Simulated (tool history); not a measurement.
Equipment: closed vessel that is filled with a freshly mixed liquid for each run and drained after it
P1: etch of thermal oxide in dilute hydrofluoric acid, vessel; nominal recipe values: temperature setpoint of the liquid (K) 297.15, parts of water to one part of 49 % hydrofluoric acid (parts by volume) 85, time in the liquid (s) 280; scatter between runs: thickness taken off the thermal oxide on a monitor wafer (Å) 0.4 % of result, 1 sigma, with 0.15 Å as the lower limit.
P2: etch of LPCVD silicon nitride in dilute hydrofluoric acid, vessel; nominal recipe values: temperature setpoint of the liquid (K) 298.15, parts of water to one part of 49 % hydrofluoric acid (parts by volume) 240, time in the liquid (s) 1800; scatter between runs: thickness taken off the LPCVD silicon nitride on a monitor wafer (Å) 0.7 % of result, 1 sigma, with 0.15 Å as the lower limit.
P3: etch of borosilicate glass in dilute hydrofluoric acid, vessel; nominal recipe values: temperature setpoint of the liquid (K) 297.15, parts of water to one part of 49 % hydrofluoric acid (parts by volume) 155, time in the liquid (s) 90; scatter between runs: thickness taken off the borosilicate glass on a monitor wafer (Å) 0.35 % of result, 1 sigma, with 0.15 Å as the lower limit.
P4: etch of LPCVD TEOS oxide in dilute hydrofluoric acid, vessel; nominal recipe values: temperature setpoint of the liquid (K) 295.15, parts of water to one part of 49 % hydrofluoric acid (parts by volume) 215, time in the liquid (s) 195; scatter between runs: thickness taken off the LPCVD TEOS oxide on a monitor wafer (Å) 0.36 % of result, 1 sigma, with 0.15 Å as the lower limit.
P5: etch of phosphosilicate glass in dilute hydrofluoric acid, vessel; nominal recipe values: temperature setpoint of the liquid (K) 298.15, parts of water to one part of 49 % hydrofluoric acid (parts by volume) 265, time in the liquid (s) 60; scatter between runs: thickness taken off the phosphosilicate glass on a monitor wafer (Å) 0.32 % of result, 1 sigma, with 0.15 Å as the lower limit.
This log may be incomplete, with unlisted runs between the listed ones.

| run | hour | process that ran | temperature setpoint of the liquid (K) | parts of water to one part of 49 % hydrofluoric acid (parts by volume) | time in the liquid (s) | hours since the thermometer was replaced | hours since the hydrofluoric acid flow meter was replaced | thickness taken off the thermal oxide on a monitor wafer (Å) | thickness taken off the LPCVD TEOS oxide on a monitor wafer (Å) | thickness taken off the LPCVD silicon nitride on a monitor wafer (Å) | thickness taken off the phosphosilicate glass on a monitor wafer (Å) | thickness taken off the borosilicate glass on a monitor wafer (Å) |
|---|---|---|---|---|---|---|---|---|---|---|---|---|
| 1 | 13.8 | P1 | 297.15 | 85 | 280 | 258.0 | 1265.3 | 153.520 |  |  |  |  |
| 2 | 30.6 | P4 | 303.15 | 215 | 195 | 274.8 | 1282.1 |  | 162.42 |  |  |  |
| 3 | 39.8 | P2 | 298.15 | 340 | 1800 | 284.0 | 1291.3 |  |  | 25.184 |  |  |
| 4 | 55.4 | P1 | 297.15 | 125 | 280 | 299.6 | 1306.9 | 98.064 |  |  |  |  |
| 5 | 72.5 | P1 | 297.15 | 85 | 280 | 316.7 | 1324.0 | 152.910 |  |  |  |  |
| 6 | 89.3 | P1 | 297.15 | 85 | 280 | 333.5 | 1340.8 | 152.460 |  |  |  |  |
| 7 | 103.5 | P5 | 298.15 | 265 | 60 | 347.7 | 1355.0 |  |  |  | 164.080 |  |
| 8 | 120.5 | P1 | 297.15 | 40 | 280 | 364.7 | 1372.0 | 343.800 |  |  |  |  |
| 9 | 132.9 | P1 | 297.15 | 85 | 280 | 377.1 | 1384.4 | 152.480 |  |  |  |  |
| 10 | 141.8 | P3 | 297.15 | 155 | 90 | 386.0 | 1393.3 |  |  |  |  | 156.210 |
| 11 | 153.6 | P5 | 298.15 | 80 | 60 | 397.8 | 1405.1 |  |  |  | 675.420 |  |
| 12 | 162.9 | P2 | 305.65 | 240 | 1800 | 407.1 | 1414.4 |  |  | 56.531 |  |  |
| 13 | 176.4 | P2 | 298.15 | 240 | 1800 | 420.6 | 1427.9 |  |  | 35.480 |  |  |
| 14 | 191.9 | P5 | 298.15 | 265 | 30 | 436.1 | 1443.4 |  |  |  | 82.722 |  |
| 15 | 206.8 | P4 | 295.15 | 215 | 195 | 451.0 | 1458.3 |  | 121.75 |  |  |  |
| 16 | 215.0 | P1 | 293.65 | 85 | 280 | 459.2 | 1466.5 | 132.530 |  |  |  |  |
| 17 | 232.2 | P3 | 297.15 | 155 | 30 | 476.4 | 1483.7 |  |  |  |  | 51.832 |
| 18 | 242.1 | P4 | 295.15 | 100 | 195 | 486.3 | 1493.6 |  | 297.27 |  |  |  |
| 19 | 257.2 | P1 | 297.15 | 85 | 280 | 501.4 | 1508.7 | 152.050 |  |  |  |  |
| 20 | 266.2 | P5 | 298.15 | 265 | 60 | 510.4 | 1517.7 |  |  |  | 165.460 |  |
| 21 | 276.6 | P1 | 297.15 | 85 | 280 | 520.8 | 1528.1 | 152.780 |  |  |  |  |
| 22 | 289.9 | P3 | 297.15 | 35 | 90 | 534.1 | 1541.4 |  |  |  |  | 799.230 |

What does the tool deliver on the next run?
| 23 | 298.0 | P4 | 295.15 | 215 | 375 | 542.2 | 1549.5 |  | ? |  |  |  |

{"run 23": {"thickness taken off the LPCVD TEOS oxide on a monitor wafer (Å)": 234.48}}
